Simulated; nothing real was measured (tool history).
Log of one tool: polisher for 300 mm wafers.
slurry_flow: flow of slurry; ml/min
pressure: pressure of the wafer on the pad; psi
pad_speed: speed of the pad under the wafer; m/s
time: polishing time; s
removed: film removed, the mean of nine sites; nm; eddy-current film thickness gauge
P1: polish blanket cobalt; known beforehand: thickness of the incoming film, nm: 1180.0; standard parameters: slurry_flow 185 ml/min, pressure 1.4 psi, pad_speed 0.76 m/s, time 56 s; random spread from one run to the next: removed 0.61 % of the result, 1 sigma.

run   hour  slurry_flow  pressure  pad_speed  time  removed
  1    6.5          185       1.4       0.76    56   174.67
  2   15.2          185       1.4       0.76    56   173.55
  3   26.1          185       1.4       0.76    56   173.51
  4     31          185       1.4       0.76    56   172.32
  5   41.4          185       1.4       0.76    81   247.67
  6   49.5          245       1.4       0.76    56   179.79
  7   55.2          185       0.7       0.76    56   85.716
  8   63.4          185       1.4       0.36    56    82.15
  9   69.2          185       1.4       0.76    56   171.24
 10   79.2          185       1.4       1.02    56   230.93
 11   84.8          185       2.2       0.76    56   270.49
 12   92.9          185       1.4       0.52    86   181.63
 13   99.7          185       1.4       0.76    56   172.35
 14    109          185       1.4       0.76    25   76.227
 15  119.4          130       1.4       0.76    56   163.36
 16  127.3          185       1.4       0.76    56   172.85
 17  137.4          185       1.4       0.76    56   168.43
 18  142.8          185       1.4       0.76    56   165.48
 19  152.5          185       1.4       0.76    56   163.38
 20  159.4          185       1.4       0.76    56    160.6

Run 21 is up next; what results do you expect?
     164.3  -- head pressure recalibrated
 21  166.1          185       1.4       0.76    56        ?

Run 21 came out at removed 159.64 nm.
